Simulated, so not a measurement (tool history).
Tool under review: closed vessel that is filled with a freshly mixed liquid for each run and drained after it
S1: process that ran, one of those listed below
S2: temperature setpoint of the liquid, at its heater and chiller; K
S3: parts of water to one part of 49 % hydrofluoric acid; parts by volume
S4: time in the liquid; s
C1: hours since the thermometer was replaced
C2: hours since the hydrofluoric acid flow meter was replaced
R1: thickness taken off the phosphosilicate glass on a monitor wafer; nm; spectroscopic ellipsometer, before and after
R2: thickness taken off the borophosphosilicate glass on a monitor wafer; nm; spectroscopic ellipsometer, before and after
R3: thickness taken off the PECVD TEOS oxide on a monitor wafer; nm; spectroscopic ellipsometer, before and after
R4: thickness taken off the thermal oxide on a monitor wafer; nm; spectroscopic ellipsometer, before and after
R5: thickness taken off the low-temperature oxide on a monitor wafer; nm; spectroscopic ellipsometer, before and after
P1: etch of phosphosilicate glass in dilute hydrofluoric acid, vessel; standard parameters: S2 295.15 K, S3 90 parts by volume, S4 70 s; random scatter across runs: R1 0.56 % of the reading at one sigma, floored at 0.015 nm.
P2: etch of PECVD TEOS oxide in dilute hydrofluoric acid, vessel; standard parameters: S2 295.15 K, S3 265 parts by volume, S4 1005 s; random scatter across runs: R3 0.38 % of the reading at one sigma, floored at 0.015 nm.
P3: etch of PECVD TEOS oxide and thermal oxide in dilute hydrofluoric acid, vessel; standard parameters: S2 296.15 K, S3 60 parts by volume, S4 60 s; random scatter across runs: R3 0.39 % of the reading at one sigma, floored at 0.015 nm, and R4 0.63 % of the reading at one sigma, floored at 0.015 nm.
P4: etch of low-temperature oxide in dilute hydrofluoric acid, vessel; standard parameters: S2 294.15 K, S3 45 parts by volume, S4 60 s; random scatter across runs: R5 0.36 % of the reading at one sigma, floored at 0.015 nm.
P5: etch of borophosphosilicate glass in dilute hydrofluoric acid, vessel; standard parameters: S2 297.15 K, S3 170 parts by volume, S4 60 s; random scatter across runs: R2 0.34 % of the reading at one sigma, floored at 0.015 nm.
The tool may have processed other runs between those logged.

run	hour	S1	S2	S3	S4	C1	C2	R1	R2	R3	R4	R5
1	8.4	P1	295.15	90	70	252	339.4	43.045				
2	19.3	P5	290.15	170	60	262.9	350.3		21.31			
3	28	P2	295.15	265	1005	271.6	359			37.039		
4	38.9	P3	296.15	60	60	282.5	369.9			24.041	4.9852	
5	44.7	P5	297.15	170	30	288.3	375.7		13.991			
6	57.2	P1	295.15	90	70	300.8	388.2	42.886				
7	67	P1	295.15	90	30	310.6	398	18.753				
8	72.6	P2	295.15	265	345	316.2	403.6			12.634		
9	79.1	P3	296.15	60	105	322.7	410.1			42.543	8.6367	
10	86.2	P1	295.15	145	70	329.8	417.2	25.4				
11	97.9	P4	290.15	45	60	341.5	428.9					21.21
12	107.9	P1	295.15	50	70	351.5	438.9	82.511				
13	118.8	P4	294.15	45	115	362.4	449.8					48.491
14	125	P1	295.15	90	70	368.6	456	43.176				
15	135.4	P1	290.15	90	70	379	466.4	35.301				
16	144.1	P5	297.15	170	60	387.7	475.1		28.208			
17	150	P4	294.15	75	60	393.6	481					14.705
18	162.4	P5	297.15	170	60	406	493.4		28.056			
19	172.6	P3	302.15	60	60	416.2	503.6			30.606	6.3273	
20	185.3	P1	295.15	90	115	428.9	516.3	72.036				
21	195.9	P3	296.15	85	60	439.5	526.9			16.542	3.4004	
22	202.2	P5	297.15	305	60	445.8	533.2		13.68			
23	211.5	P1	299.65	90	70	455.1	542.5	51.791				
24	224.2	P1	295.15	90	70	467.8	555.2	42.739				
25	230.2	P1	295.15	30	130	473.8	561.2	259.75				
26	235.9	P1	295.15	90	70	479.5	566.9	43.349				
27	242.4	P2	295.15	435	1005	486	573.4			19.277		
28	252.1	P2	303.65	265	1005	495.7	583.1			49.355		
29	263	P1	295.15	90	70	506.6	594	43.725				
30	272.9	P4	294.15	45	60	516.5	603.9					25.386
31	281	P1	295.15	90	70	524.6	612	43.746				
32	288.9	P1	295.15	90	70	532.5	619.9	44.04				
33	296.3	P1	295.15	90	70	539.9	627.3	44.918				
34	302.3	P1	295.15	90	70	545.9	633.3	45.591				
35	315.1	P1	295.15	90	70	558.7	646.1	46.378				
36	325.3	P1	295.15	90	70	568.9	656.3	46.393				
37	335.9	P1	295.15	90	70	579.5	666.9	46.702				
38	345.8	P1	295.15	90	70	589.4	676.8	46.694				
39	355.2	P1	295.15	90	70	598.8	686.2	47.438				
40	362.5	P1	295.15	90	70	606.1	693.5	47.353				
41	371	P1	295.15	90	70	614.6	702	47.47				
42	381.5	P1	295.15	90	70	625.1	712.5	47.417				

What P1 gives has crept away from where it was. These 2 causes fit the log equally well, each at the size given:
A: hydrofluoric acid flow above the setpoint (%) = 8.3
B: liquid hotter than its thermometer reads (K) = 2.19
At approximately hour 281, the process output began to creep.

Consider the 4 single-wafer check runs listed below, results given as question marks: which one distinguishes between the causes by giving clearly different results for each?
check 1	392	P4	294.15	70	85							?
check 2	392	P2	295.15	415	425					?		
check 3	392	P5	290.65	170	30				?			
check 4	392	P3	301.65	60	80					?	?	

What each check would give under each cause:
check	result	if A	if B
check 1	R5	24.416	24.515
check 2	R3	9.6623	9.3312
check 3	R2	11.955	11.896
check 4	R3	43.986	43.938
check 4	R4	9.0108	9.0009
Distance between the nearest two causes, measured in the result of the check that separates them most: check 1 0.4 %; check 2 3.49 %; check 3 0.5 %; check 4 0.11 %
Check 2 distinguishes between the causes, while the remaining checks would return nearly the same result for all of them.

With check 2 done, the readings were: R3 9.3561 nm. Identify which of the listed causes applies.

The correct cause is B, namely: liquid hotter than its thermometer reads (K).
